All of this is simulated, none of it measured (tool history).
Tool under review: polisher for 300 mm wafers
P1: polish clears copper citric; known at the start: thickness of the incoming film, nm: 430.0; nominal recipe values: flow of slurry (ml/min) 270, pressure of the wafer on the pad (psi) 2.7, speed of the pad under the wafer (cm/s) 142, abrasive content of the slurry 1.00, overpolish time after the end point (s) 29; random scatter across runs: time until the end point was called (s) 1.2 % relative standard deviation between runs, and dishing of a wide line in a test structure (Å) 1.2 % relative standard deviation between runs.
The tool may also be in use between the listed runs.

run	hour	flow of slurry (ml/min)	pressure of the wafer on the pad (psi)	speed of the pad under the wafer (cm/s)	abrasive content of the slurry	overpolish time after the end point (s)	time until the end point was called (s)	dishing of a wide line in a test structure (Å)
1	8.3	270	2.7	142	1.00	29	164.74	442.59
2	14.7	270	2.7	216	1.00	29	107.49	576.66
3	22.2	270	2.7	142	0.65	29	182.01	416.43
4	33.1	270	2.7	142	1.00	9	166.49	169.37
5	41.7	210	2.7	142	1.00	45	168.17	576.24
6	47.8	270	1.4	142	1.00	45	308.18	355.37
# hour 48.9: slurry nozzle cleaned
7	58.7	270	4.1	142	1.00	29	110.25	616.57
8	65.2	270	2.7	142	1.00	29	163.95	441.71
9	70.8	270	2.7	142	1.00	29	164.97	447.46
10	81.1	270	2.7	142	1.00	29	164.65	435.77
11	90.7	270	2.7	142	1.00	29	164.58	447.93
12	96.2	270	1.3	142	1.00	29	336.31	239.31
13	107.0	270	2.7	142	1.00	55	167.90	663.15
14	116.1	270	2.7	90	1.00	29	258.17	314.99
15	122.4	370	2.7	142	1.00	29	161.59	460.64
16	133.8	270	2.7	142	1.00	29	166.81	437.47
17	140.6	160	2.7	142	1.00	29	179.75	421.57
18	146.4	270	2.7	142	1.25	29	157.11	454.10
19	153.5	270	2.7	142	1.00	29	162.51	437.92
20	164.2	270	2.7	142	1.00	29	171.43	430.87
21	171.2	270	2.7	142	1.00	29	173.34	429.81
# hour 178.8: worn pad replaced by a new one
22	181.7	270	2.7	142	1.00	29	176.27	426.33
23	192.9	270	2.7	142	1.00	29	173.36	428.67
# hour 195.3: head pressure recalibrated
24	203.2	270	2.7	142	1.00	29	176.95	426.99
25	210.0	270	2.7	142	1.00	29	178.80	415.86

The log shows P1 creeping away from where it was. Any of the 2 causes listed here, at the size stated for it, fits the log just as well as the others:
A: slurry flow missing at the pad, % = 38.3
B: abrasive missing from the slurry, % = 25.2
The creep began at about hour 153.5.
All other causes, with the reason each is excluded:
removal rate lost through wear of the pad, %: serviced at hour 178.8, which brought nothing back
head's pressure below its setpoint, %: serviced at hour 195.3, which brought nothing back

Of the 4 check runs below, each run on 5 wafers with the results averaged and each result still a question mark, which one would tell the listed causes apart?
check 1	216.8	270	1.4	142	1.00	9	?	?
check 2	216.8	160	2.1	142	1.00	29	?	?
check 3	216.8	270	4.0	96	1.00	29	?	?
check 4	216.8	270	1.9	142	1.00	29	?	?

Predicted outcomes, by check and by cause:
check	result	if A	if B
check 1	time until the end point was called (s)	333.72	333.64
check 1	dishing of a wide line in a test structure (Å)	86.517	86.537
check 2	time until the end point was called (s)	250.37	240.93
check 2	dishing of a wide line in a test structure (Å)	317.820	327.580
check 3	time until the end point was called (s)	175.81	175.77
check 3	dishing of a wide line in a test structure (Å)	438.790	438.870
check 4	time until the end point was called (s)	248.24	248.18
check 4	dishing of a wide line in a test structure (Å)	317.370	317.430
Smallest distance between any two causes, each pair judged by its most separating result, in per cent: check 1 0.02 %; check 2 3.84 %; check 3 0.02 %; check 4 0.02 %
Only in check 2 would the causes give clearly different results; in the remaining checks their results would be nearly the same.

Then check 2 was run and gave: time until the end point was called (s) 243.33; dishing of a wide line in a test structure (Å) 330.330. Which cause is it?

It was cause B: abrasive missing from the slurry, %.
